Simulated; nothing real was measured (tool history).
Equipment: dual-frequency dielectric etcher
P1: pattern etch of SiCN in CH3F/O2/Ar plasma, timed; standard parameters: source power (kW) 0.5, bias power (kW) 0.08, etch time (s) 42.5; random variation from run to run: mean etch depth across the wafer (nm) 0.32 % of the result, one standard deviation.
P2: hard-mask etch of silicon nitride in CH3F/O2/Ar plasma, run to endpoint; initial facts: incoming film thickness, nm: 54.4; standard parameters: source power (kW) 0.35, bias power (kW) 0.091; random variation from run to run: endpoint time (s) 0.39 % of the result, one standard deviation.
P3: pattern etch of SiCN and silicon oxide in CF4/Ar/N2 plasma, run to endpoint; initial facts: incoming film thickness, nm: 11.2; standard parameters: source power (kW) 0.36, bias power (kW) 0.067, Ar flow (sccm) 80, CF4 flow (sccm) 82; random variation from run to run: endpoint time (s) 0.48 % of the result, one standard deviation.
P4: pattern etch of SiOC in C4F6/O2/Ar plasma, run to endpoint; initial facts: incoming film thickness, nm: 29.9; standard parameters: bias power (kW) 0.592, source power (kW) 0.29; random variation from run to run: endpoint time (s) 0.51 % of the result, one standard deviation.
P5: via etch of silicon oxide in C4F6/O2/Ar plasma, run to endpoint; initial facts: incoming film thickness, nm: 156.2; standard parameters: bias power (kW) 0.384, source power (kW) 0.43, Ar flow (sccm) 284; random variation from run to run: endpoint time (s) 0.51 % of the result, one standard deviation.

run    day  process that ran  source power (kW)  bias power (kW)  etch time (s)  Ar flow (sccm)  CF4 flow (sccm)  mean etch depth across the wafer (nm)  endpoint time (s)
  1  0.238                P1                0.5             0.08           42.5                                                                  17.941
  2  0.446                P2               0.35            0.129                                                                                                    68.024
  3  0.583                P1                0.5             0.08           29.5                                                                  12.518
  4  0.833                P3               0.36            0.067                             80               82                                                    15.392
  5  1.046                P1               0.63             0.08           42.5                                                                  19.607
  6  1.225                P1                0.5            0.066           42.5                                                                  16.859
  7  1.508                P3               0.36            0.067                             49               82                                                    14.758
  8  1.704                P2                0.2            0.091                                                                                                    96.102
  9   1.95                P5               0.43            0.384                            166                                                                     35.332
 10  2.142                P1                0.5             0.08           42.5                                                                  17.863
 11  2.304                P3               0.23            0.067                             80               82                                                    22.917
 12  2.579                P5               0.43            0.384                            284                                                                     37.481
 13  2.762                P4               0.29            0.592                                                                                                    10.573
 14  3.054                P1                0.5             0.08           42.5                                                                  17.956
 15  3.183                P1                0.5             0.08           42.5                                                                  17.893
 16  3.367                P1               0.38             0.08           42.5                                                                  16.147
 17  3.533                P1                0.5             0.11           42.5                                                                  20.202
 18  3.675                P3               0.36            0.067                             80               52                                                    16.574
 19  3.954                P2               0.35            0.091                                                                                                    77.703
 20   4.15                P5               0.43            0.539                            284                                                                     32.864
 21  4.325                P3               0.36            0.093                             80               82                                                      13.9

Predict the results of run 22:
 22  4.567                P3               0.36            0.067                             80               82                                                         ?

endpoint time (s): 15.456

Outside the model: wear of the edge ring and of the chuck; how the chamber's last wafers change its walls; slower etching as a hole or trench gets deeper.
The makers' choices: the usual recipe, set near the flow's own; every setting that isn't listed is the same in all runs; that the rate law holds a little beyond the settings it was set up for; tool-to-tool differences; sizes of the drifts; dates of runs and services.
